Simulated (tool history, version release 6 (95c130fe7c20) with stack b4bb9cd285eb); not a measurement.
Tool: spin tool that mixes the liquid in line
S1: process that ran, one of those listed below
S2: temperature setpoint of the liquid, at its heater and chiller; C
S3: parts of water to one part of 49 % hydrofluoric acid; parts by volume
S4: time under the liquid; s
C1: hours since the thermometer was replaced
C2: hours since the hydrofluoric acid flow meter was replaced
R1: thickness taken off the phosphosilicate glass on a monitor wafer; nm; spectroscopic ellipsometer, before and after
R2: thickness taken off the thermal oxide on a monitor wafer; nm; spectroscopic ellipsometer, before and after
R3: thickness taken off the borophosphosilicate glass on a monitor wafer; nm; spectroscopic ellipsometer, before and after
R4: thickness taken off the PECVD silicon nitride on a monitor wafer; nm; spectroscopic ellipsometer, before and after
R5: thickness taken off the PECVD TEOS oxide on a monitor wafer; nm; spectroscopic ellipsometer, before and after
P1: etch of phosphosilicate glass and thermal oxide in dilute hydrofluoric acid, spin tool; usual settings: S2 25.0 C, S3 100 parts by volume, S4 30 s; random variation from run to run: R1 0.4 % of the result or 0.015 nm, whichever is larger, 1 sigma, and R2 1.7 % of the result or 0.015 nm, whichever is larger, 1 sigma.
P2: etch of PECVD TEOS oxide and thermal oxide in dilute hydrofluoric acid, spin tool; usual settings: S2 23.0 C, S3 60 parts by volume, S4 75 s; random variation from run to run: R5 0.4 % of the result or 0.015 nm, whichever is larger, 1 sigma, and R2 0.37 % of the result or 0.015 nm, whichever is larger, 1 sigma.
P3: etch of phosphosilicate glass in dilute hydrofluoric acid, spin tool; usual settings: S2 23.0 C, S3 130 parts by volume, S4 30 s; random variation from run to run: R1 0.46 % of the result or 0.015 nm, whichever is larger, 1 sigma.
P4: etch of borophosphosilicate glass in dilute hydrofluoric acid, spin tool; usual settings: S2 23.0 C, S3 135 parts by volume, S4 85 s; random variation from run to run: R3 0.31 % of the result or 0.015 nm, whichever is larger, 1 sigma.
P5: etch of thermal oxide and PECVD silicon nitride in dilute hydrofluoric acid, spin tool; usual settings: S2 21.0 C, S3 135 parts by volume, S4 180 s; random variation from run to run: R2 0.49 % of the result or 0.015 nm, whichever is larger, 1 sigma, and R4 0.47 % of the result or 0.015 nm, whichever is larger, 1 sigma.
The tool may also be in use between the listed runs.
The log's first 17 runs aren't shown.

run   hour  S1    S2   S3   S4      C1     C2      R1       R2      R3       R4      R5
 18  101.5  P5  21.0  135  180  1423.1  174.1          5.28600          5.59620
 19  109.2  P3  23.0   60   30  1430.8  181.8  85.638
 20  117.2  P1  25.0  100   30  1438.8  189.8  47.102  1.39500
 21  123.5  P1  19.5  100   15  1445.1  196.1  18.579  0.55642
 22  130.9  P1  17.0  100   30  1452.5  203.5  33.915  1.01720
 23  136.5  P1  30.5  100   30  1458.1  209.1  57.920  1.81600
 24  140.8  P1  25.0   60   30  1462.4  213.4  81.983  2.46680
 25  144.5  P4  23.0  135  135  1466.1  217.1                   43.664
 26  150.6  P2  23.0  110   75  1472.2  223.2          2.85680                   11.114
 27  158.9  P3  19.0  130   30  1480.5  231.5  31.084
 28  164.2  P1  25.0  100   50  1485.8  236.8  77.814  2.35110
 29  168.6  P2  23.0   60   75  1490.2  241.2          5.64460                   21.611
 30  173.7  P1  25.0  100   15  1495.3  246.3  23.329  0.73637
 31  178.9  P1  25.0  100   30  1500.5  251.5  46.435  1.44120
 32  186.4  P1  25.0  100   30  1508.0  259.0  45.263  1.33900
 33  192.7  P1  25.0  100   30  1514.3  265.3  44.621  1.36860
 34  199.9  P1  25.0  100   30  1521.5  272.5  44.212  1.33040
 35  205.8  P1  25.0  100   30  1527.4  278.4  43.930  1.37220
 36  211.4  P1  25.0  100   30  1533.0  284.0  43.954  1.29680

Forecast run 37:
 37  218.5  P1  25.0  100  30  1540.1  291.1   ?   ?

Run 37 gave R1 43.730 nm, R2 1.37280 nm.
